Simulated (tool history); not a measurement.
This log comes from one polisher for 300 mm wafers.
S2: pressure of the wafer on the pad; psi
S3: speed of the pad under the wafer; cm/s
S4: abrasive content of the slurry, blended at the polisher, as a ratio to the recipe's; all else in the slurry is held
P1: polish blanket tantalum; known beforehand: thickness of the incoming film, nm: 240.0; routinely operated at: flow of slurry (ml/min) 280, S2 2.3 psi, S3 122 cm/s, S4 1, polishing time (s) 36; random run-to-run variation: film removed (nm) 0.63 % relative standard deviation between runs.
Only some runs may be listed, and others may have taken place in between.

{"run": 1, "hour": 13.2, "flow of slurry (ml/min)": 280, "S2": 2.3, "S3": 122, "S4": 1, "polishing time (s)": 36, "film removed (nm)": 82.93}
{"run": 2, "hour": 27.9, "flow of slurry (ml/min)": 280, "S2": 2.3, "S3": 122, "S4": 1, "polishing time (s)": 18, "film removed (nm)": 41.686}
{"run": 3, "hour": 38.0, "flow of slurry (ml/min)": 280, "S2": 2.3, "S3": 122, "S4": 1, "polishing time (s)": 36, "film removed (nm)": 82.699}
{"run": 4, "hour": 49.4, "flow of slurry (ml/min)": 170, "S2": 2.3, "S3": 122, "S4": 1, "polishing time (s)": 36, "film removed (nm)": 77.309}
{"run": 5, "hour": 65.5, "flow of slurry (ml/min)": 280, "S2": 2.3, "S3": 54, "S4": 1, "polishing time (s)": 36, "film removed (nm)": 37.589}
{"run": 6, "hour": 76.4, "flow of slurry (ml/min)": 280, "S2": 2.3, "S3": 122, "S4": 1, "polishing time (s)": 36, "film removed (nm)": 82.799}
{"run": 7, "hour": 91.3, "flow of slurry (ml/min)": 280, "S2": 2.3, "S3": 92, "S4": 1.3, "polishing time (s)": 36, "film removed (nm)": 66.828}
{"run": 8, "hour": 103.2, "flow of slurry (ml/min)": 280, "S2": 2.3, "S3": 122, "S4": 1, "polishing time (s)": 36, "film removed (nm)": 83.418}
{"run": 9, "hour": 113.3, "flow of slurry (ml/min)": 280, "S2": 2.3, "S3": 122, "S4": 1.25, "polishing time (s)": 36, "film removed (nm)": 87.841}
{"run": 10, "hour": 128.1, "flow of slurry (ml/min)": 280, "S2": 1.7, "S3": 122, "S4": 1, "polishing time (s)": 36, "film removed (nm)": 61.522}
{"run": 11, "hour": 136.3, "flow of slurry (ml/min)": 280, "S2": 2.3, "S3": 122, "S4": 1, "polishing time (s)": 52, "film removed (nm)": 119.72}
{"run": 12, "hour": 150.0, "flow of slurry (ml/min)": 280, "S2": 2.3, "S3": 122, "S4": 0.55, "polishing time (s)": 36, "film removed (nm)": 67.997}
{"run": 13, "hour": 160.6, "flow of slurry (ml/min)": 280, "S2": 2.3, "S3": 122, "S4": 1, "polishing time (s)": 36, "film removed (nm)": 83.293}
{"run": 14, "hour": 170.4, "flow of slurry (ml/min)": 280, "S2": 2.3, "S3": 178, "S4": 1, "polishing time (s)": 36, "film removed (nm)": 122.29}
{"hour": 171.3, "done": "slurry blender recalibrated"}
{"run": 15, "hour": 187.4, "flow of slurry (ml/min)": 410, "S2": 2.3, "S3": 122, "S4": 1, "polishing time (s)": 36, "film removed (nm)": 85.565}
{"run": 16, "hour": 203.3, "flow of slurry (ml/min)": 280, "S2": 2.3, "S3": 94, "S4": 1.25, "polishing time (s)": 36, "film removed (nm)": 68.417}
{"run": 17, "hour": 219.4, "flow of slurry (ml/min)": 280, "S2": 2.3, "S3": 122, "S4": 1, "polishing time (s)": 36, "film removed (nm)": 82.314}
{"run": 18, "hour": 235.8, "flow of slurry (ml/min)": 280, "S2": 2.3, "S3": 122, "S4": 1, "polishing time (s)": 36, "film removed (nm)": 83.869}
{"run": 19, "hour": 248.3, "flow of slurry (ml/min)": 280, "S2": 3.6, "S3": 122, "S4": 1, "polishing time (s)": 36, "film removed (nm)": 130.41}
{"run": 20, "hour": 261.7, "flow of slurry (ml/min)": 280, "S2": 2.3, "S3": 122, "S4": 1, "polishing time (s)": 36, "film removed (nm)": 82.74}
{"run": 21, "hour": 271.1, "flow of slurry (ml/min)": 280, "S2": 2.3, "S3": 122, "S4": 1, "polishing time (s)": 36, "film removed (nm)": 82.73}
{"run": 22, "hour": 279.5, "flow of slurry (ml/min)": 280, "S2": 2.3, "S3": 122, "S4": 1, "polishing time (s)": 36, "film removed (nm)": 80.166}
{"run": 23, "hour": 295.2, "flow of slurry (ml/min)": 280, "S2": 2.3, "S3": 122, "S4": 1, "polishing time (s)": 36, "film removed (nm)": 78.884}
{"run": 24, "hour": 306.3, "flow of slurry (ml/min)": 280, "S2": 2.3, "S3": 122, "S4": 1, "polishing time (s)": 36, "film removed (nm)": 77.666}
{"run": 25, "hour": 315.6, "flow of slurry (ml/min)": 280, "S2": 2.3, "S3": 122, "S4": 1, "polishing time (s)": 36, "film removed (nm)": 77.942}
{"run": 26, "hour": 327.7, "flow of slurry (ml/min)": 280, "S2": 2.3, "S3": 122, "S4": 1, "polishing time (s)": 36, "film removed (nm)": 76.554}
{"hour": 330.3, "done": "head pressure recalibrated"}
{"run": 27, "hour": 343.6, "flow of slurry (ml/min)": 280, "S2": 2.3, "S3": 122, "S4": 1, "polishing time (s)": 36, "film removed (nm)": 76.653}
{"hour": 344.3, "done": "slurry nozzle cleaned"}
{"run": 28, "hour": 359.5, "flow of slurry (ml/min)": 280, "S2": 2.3, "S3": 122, "S4": 1, "polishing time (s)": 36, "film removed (nm)": 76.395}
{"run": 29, "hour": 369.6, "flow of slurry (ml/min)": 280, "S2": 2.3, "S3": 122, "S4": 1, "polishing time (s)": 36, "film removed (nm)": 75.491}
{"run": 30, "hour": 381.6, "flow of slurry (ml/min)": 280, "S2": 2.3, "S3": 122, "S4": 1, "polishing time (s)": 36, "film removed (nm)": 75.02}

What P1 gives has crept away from where it was. These 2 causes fit the log equally well, each at the size given:
A: removal rate lost through wear of the pad, % = 9.5
B: abrasive missing from the slurry, % = 26.9
The onset of the drift is placed at about hour 261.7.
Why every other cause is out:
slurry flow missing at the pad, %: its service at hour 344.3 followed the start of the drift and did not put the process back to its old value
head's pressure below its setpoint, %: its service at hour 330.3 followed the start of the drift and did not put the process back to its old value

Which of the 4 check runs listed below, each an average over 3 wafers with its results shown as question marks, gives clearly different results under the different listed causes?
{"run": "check 1", "hour": 393.6, "flow of slurry (ml/min)": 280, "S2": 2.3, "S3": 56, "S4": 1, "polishing time (s)": 36, "film removed (nm)": "?"}
{"run": "check 2", "hour": 393.6, "flow of slurry (ml/min)": 280, "S2": 3.4, "S3": 122, "S4": 1, "polishing time (s)": 18, "film removed (nm)": "?"}
{"run": "check 3", "hour": 393.6, "flow of slurry (ml/min)": 280, "S2": 2.3, "S3": 122, "S4": 0.65, "polishing time (s)": 26, "film removed (nm)": "?"}
{"run": "check 4", "hour": 393.6, "flow of slurry (ml/min)": 385, "S2": 2.3, "S3": 122, "S4": 1, "polishing time (s)": 36, "film removed (nm)": "?"}

Expected result of each check under each candidate cause:
check=check_1 result=film_removed_(nm) if_A=34.651 if_B=34.645
check=check_2 result=film_removed_(nm) if_A=55.796 if_B=55.788
check=check_3 result=film_removed_(nm) if_A=47.251 if_B=45.791
check=check_4 result=film_removed_(nm) if_A=77.487 if_B=77.475
Per-check spread between the two closest causes, in the result where they differ most: check 1 0.02 %; check 2 0.02 %; check 3 3.14 %; check 4 0.02 %
Of the check runs offered, only check 3 discriminates between the causes; the rest would read about the same regardless of which cause applies.

Check 3 has now been run. It gave: film removed (nm) 45.602. Which of the candidate causes is it?

B is the cause: abrasive missing from the slurry, %.

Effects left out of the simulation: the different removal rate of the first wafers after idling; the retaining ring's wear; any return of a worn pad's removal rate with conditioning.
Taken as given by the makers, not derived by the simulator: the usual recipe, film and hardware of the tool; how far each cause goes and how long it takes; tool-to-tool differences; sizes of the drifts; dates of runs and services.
